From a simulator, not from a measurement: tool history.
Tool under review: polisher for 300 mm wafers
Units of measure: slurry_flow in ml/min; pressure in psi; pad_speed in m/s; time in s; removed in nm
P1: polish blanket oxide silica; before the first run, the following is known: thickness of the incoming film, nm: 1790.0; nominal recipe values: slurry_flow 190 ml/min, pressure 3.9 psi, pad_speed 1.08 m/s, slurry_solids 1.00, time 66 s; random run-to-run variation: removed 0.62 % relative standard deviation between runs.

run	hour	slurry_flow	pressure	pad_speed	slurry_solids	time	removed
1	10.2	190	3.9	1.08	1.00	66	180.780
2	25.4	190	6.0	1.08	1.00	66	280.450
3	38.2	190	1.9	1.08	1.00	66	90.197
4	55.5	190	3.9	1.08	1.00	66	182.610
5	70.0	295	3.9	1.08	1.00	66	191.390
6	86.2	190	3.9	0.72	1.00	66	131.520
7	99.0	190	3.9	1.08	1.00	103	285.760
8	110.7	130	3.9	1.08	1.00	66	170.690
9	122.5	190	3.9	1.08	1.00	66	180.970
10	136.9	190	3.9	1.08	1.35	99	309.570
# hour 143.8: conditioning disc replaced and pad reconditioned
11	144.6	190	3.9	1.08	1.00	39	108.120
12	161.4	190	3.9	1.08	1.00	66	180.110
13	172.1	190	3.9	1.08	1.35	66	206.570
14	186.6	190	3.9	1.08	0.80	66	164.120
# hour 196.8: head pressure recalibrated
15	198.4	190	3.9	1.62	1.00	66	252.040
16	212.8	190	3.9	1.08	1.00	66	181.340
17	230.0	190	3.9	1.08	1.00	66	181.650
18	243.6	190	3.9	1.08	1.00	66	179.090
19	253.3	190	3.9	1.08	1.00	66	178.160
20	265.8	190	3.9	1.08	1.00	66	174.510
21	277.9	190	3.9	1.08	1.00	66	172.750
# hour 280.1: conditioning disc replaced and pad reconditioned
22	288.6	190	3.9	1.08	1.00	66	172.900
# hour 295.2: slurry blender recalibrated
# hour 301.3: worn pad replaced by a new one
23	303.8	190	3.9	1.08	1.00	66	170.800
24	315.8	190	3.9	1.08	1.00	66	171.020
25	324.6	190	3.9	1.08	1.00	66	170.820
26	338.8	190	3.9	1.08	1.00	66	167.710
27	354.8	190	3.9	1.08	1.00	66	169.140
28	372.1	190	3.9	1.08	1.00	66	167.750

Compared with where it was, what P1 gives has crept away. Each cause listed below fits the log as well as the rest, at the size given for it:
A: head's pressure below its setpoint, % = 7.31
B: slurry flow missing at the pad, % = 36
At approximately hour 230.0, the process output began to creep.
Excluded causes, each with its reason:
removal rate lost through wear of the pad, %: serviced at hour 301.3, after the change had begun; the process did not return to its earlier output
abrasive missing from the slurry, %: serviced at hour 295.2, after the change had begun; the process did not return to its earlier output
time polished since the conditioner stopped cutting, s: serviced at hour 280.1, after the change had begun; the process did not return to its earlier output

The 4 check runs listed below each average the results of 5 wafers, and their outcomes are marked with question marks. Under which run would the listed causes produce clearly different results?
check 1	389.4	275	3.9	1.08	1.00	66	?
check 2	389.4	190	3.9	1.42	1.00	66	?
check 3	389.4	190	3.9	1.08	1.00	92	?
check 4	389.4	190	3.9	1.08	1.00	88	?

What every check run would give for each of its results, assuming each possible cause in turn:
check	result	if A	if B
check 1	removed	176.010	179.970
check 2	removed	209.920	209.930
check 3	removed	235.070	235.080
check 4	removed	224.850	224.860
Minimum pairwise separation of causes per check, each pair taken at its best-separating result: check 1 2.22 %; check 2 0 %; check 3 0 %; check 4 0 %
The causes can be told apart only by check 1. The other checks would give nearly the same results under each of them.

The results of check 1 are: removed 180.700 nm. Based on these, which of the listed causes is it?

The cause is B: slurry flow missing at the pad, %.
